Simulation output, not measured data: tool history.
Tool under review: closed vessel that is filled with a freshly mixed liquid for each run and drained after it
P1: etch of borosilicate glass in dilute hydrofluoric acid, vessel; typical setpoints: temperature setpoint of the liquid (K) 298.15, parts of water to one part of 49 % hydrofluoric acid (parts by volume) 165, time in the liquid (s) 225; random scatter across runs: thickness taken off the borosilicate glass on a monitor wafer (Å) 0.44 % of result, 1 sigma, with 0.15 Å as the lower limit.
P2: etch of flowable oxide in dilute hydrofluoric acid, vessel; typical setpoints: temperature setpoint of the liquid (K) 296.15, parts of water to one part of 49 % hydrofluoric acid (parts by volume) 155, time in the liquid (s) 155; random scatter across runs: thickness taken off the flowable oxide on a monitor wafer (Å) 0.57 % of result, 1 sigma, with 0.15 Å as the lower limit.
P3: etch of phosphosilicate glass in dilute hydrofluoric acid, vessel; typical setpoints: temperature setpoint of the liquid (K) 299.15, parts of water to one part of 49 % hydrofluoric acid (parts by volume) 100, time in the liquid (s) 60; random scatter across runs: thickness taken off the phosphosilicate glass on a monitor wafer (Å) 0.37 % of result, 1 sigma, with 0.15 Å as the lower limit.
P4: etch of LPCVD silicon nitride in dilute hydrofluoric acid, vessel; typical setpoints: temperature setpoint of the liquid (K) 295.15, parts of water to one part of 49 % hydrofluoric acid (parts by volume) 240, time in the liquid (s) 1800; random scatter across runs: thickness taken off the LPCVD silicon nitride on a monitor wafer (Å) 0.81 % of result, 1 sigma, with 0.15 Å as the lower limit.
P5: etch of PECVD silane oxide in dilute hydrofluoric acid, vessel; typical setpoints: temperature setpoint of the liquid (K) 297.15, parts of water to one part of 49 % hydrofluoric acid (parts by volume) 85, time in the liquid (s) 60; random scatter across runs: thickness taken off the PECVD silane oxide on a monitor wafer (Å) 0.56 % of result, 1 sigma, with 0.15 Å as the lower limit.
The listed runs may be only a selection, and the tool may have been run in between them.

run,hour,process that ran,temperature setpoint of the liquid (K),parts of water to one part of 49 % hydrofluoric acid (parts by volume),time in the liquid (s),hours since the thermometer was replaced,hours since the hydrofluoric acid flow meter was replaced,thickness taken off the borosilicate glass on a monitor wafer (Å),thickness taken off the LPCVD silicon nitride on a monitor wafer (Å),thickness taken off the flowable oxide on a monitor wafer (Å),thickness taken off the PECVD silane oxide on a monitor wafer (Å),thickness taken off the phosphosilicate glass on a monitor wafer (Å)
1,2.9,P1,298.15,165,225,770.6,399.1,544.10,,,,
2,8.5,P1,293.15,165,420,776.2,404.7,844.50,,,,
3,13.3,P1,292.15,165,225,781.0,409.5,435.07,,,,
4,16.6,P1,298.15,165,425,784.3,412.8,1033.60,,,,
5,20.9,P1,298.15,165,225,788.6,417.1,548.80,,,,
6,26.3,P4,295.15,240,1800,794.0,422.5,,30.9860,,,
7,30.7,P2,296.15,155,305,798.4,426.9,,,396.29,,
8,36.1,P1,298.15,165,225,803.8,432.3,547.14,,,,
9,41.1,P5,297.15,85,60,808.8,437.3,,,,289.59,
10,46.8,P4,295.15,60,1800,814.5,443.0,,121.6500,,,
11,51.1,P1,302.65,165,225,818.8,447.3,646.41,,,,
12,53.8,P5,297.15,85,30,821.5,450.0,,,,144.34,
13,57.8,P2,303.65,155,155,825.5,454.0,,,268.47,,
14,60.7,P3,299.15,40,60,828.4,456.9,,,,,1221.30
15,63.9,P5,297.15,25,60,831.6,460.1,,,,1069.80,
16,68.9,P1,298.15,165,225,836.6,465.1,550.76,,,,
17,73.1,P4,290.15,240,1800,840.8,469.3,,22.1590,,,
18,77.9,P1,298.15,165,225,845.6,474.1,544.93,,,,
19,80.4,P3,299.15,100,60,848.1,476.6,,,,,451.42
20,83.9,P1,298.15,70,225,851.6,480.1,1462.10,,,,
21,88.2,P3,299.15,100,105,855.9,484.4,,,,,784.26
22,91.6,P5,301.65,85,60,859.3,487.8,,,,340.24,
23,95.3,P1,298.15,165,225,863.0,491.5,547.17,,,,
24,100.2,P4,295.15,240,255,867.9,496.4,,4.3123,,,
25,106.0,P3,299.15,100,60,873.7,502.2,,,,,452.00
26,108.7,P2,296.15,215,155,876.4,504.9,,,138.13,,
27,113.7,P1,298.15,165,110,881.4,509.9,269.26,,,,
28,118.0,P3,307.15,100,60,885.7,514.2,,,,,609.89
29,123.5,P1,298.15,240,225,891.2,519.7,346.94,,,,
30,126.8,P5,297.15,85,60,894.5,523.0,,,,289.42,
31,132.1,P2,296.15,155,155,899.8,528.3,,,200.82,,
32,135.6,P1,298.15,165,225,903.3,531.8,544.53,,,,
33,139.1,P1,298.15,165,225,906.8,535.3,543.77,,,,
34,142.4,P1,298.15,165,225,910.1,538.6,533.02,,,,
35,147.5,P1,298.15,165,225,915.2,543.7,524.66,,,,
36,151.7,P1,298.15,165,225,919.4,547.9,522.89,,,,
37,157.2,P1,298.15,165,225,924.9,553.4,521.17,,,,
38,162.5,P1,298.15,165,225,930.2,558.7,521.33,,,,
39,165.9,P1,298.15,165,225,933.6,562.1,518.83,,,,
40,171.0,P1,298.15,165,225,938.7,567.2,520.32,,,,
41,175.6,P1,298.15,165,225,943.3,571.8,512.67,,,,
42,178.5,P1,298.15,165,225,946.2,574.7,516.96,,,,
43,181.8,P1,298.15,165,225,949.5,578.0,521.35,,,,

The output of P1 has drifted from where it used to be. Each of the 2 causes below, taken at the size shown beside it, accounts for the log equally well:
A: hydrofluoric acid flow below the setpoint (%) = 4.48
B: liquid colder than its thermometer reads (K) = 1.46
At approximately hour 135.6, the process output began to creep.

Which of the check runs below tells the causes apart, meaning the causes would give it clearly different results? Each run uses 2 wafers whose results are averaged, and each result is shown as a question mark.
check 1,185.1,P3,299.15,100,60,,,,,,,?
check 2,185.1,P5,297.15,85,60,,,,,,?,
check 3,185.1,P2,296.15,155,155,,,,,?,,
check 4,185.1,P4,295.15,240,1800,,,,?,,,

Check results expected under each cause:
check,result,if A,if B
check 1,thickness taken off the phosphosilicate glass on a monitor wafer (Å),429.01,426.73
check 2,thickness taken off the PECVD silane oxide on a monitor wafer (Å),275.27,273.08
check 3,thickness taken off the flowable oxide on a monitor wafer (Å),191.81,191.29
check 4,thickness taken off the LPCVD silicon nitride on a monitor wafer (Å),29.7290,28.3230
Per-check spread between the two closest causes, in the result where they differ most: check 1 0.53 %; check 2 0.8 %; check 3 0.27 %; check 4 4.85 %
Only check 4 tells the causes apart: in the others they would give nearly the same result.

After running check 4, the following was obtained: thickness taken off the LPCVD silicon nitride on a monitor wafer (Å) 27.9300. Which cause does this point to?

B is the cause: liquid colder than its thermometer reads (K).
